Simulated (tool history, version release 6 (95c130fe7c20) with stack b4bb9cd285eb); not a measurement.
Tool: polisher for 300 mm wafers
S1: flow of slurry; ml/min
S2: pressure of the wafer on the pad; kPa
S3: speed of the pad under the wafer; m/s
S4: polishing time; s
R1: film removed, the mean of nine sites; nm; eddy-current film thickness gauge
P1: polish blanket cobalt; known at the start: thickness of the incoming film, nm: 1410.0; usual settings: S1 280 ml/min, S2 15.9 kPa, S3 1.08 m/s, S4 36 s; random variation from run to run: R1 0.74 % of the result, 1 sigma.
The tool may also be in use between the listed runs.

run	hour	S1	S2	S3	S4	R1
1	12.3	280	15.9	1.08	36	213.99
2	20.9	280	15.9	1.4	36	273.9
3	32.9	280	15.9	1.08	36	214.2
4	43	170	15.9	1.08	48	270.93
5	53.5	280	15.9	1.08	36	216.25
6	60.9	280	15.9	0.64	36	127.94
7	68.1	280	23.4	1.08	36	318.92
8	76.4	280	15.9	1.08	36	210.81
9	85.3	395	15.9	1.08	36	219.32
10	100	170	15.9	1.08	36	204.13
11	108	420	15.9	0.84	36	171.8
12	120.1	280	9.7	1.08	36	130.27
13	131.5	280	15.9	1.08	52	306.35
14	138.6	280	15.9	1.08	16	95.362
15	149.5	280	15.9	1.08	36	211.72
16	158.1	280	15.9	1.08	36	212.82
17	168.8	280	15.9	1.08	36	209.02
18	176.6	280	15.9	1.08	36	205.29
19	190.1	280	15.9	1.08	36	207.36
20	198.3	280	15.9	1.08	36	204.02
21	212.8	280	15.9	1.08	36	205.97

Run 22 comes next. What will it give?
# hour 225.8: worn pad replaced by a new one
22	227.4	280	15.9	1.08	36	?

R1: 203.79 nm
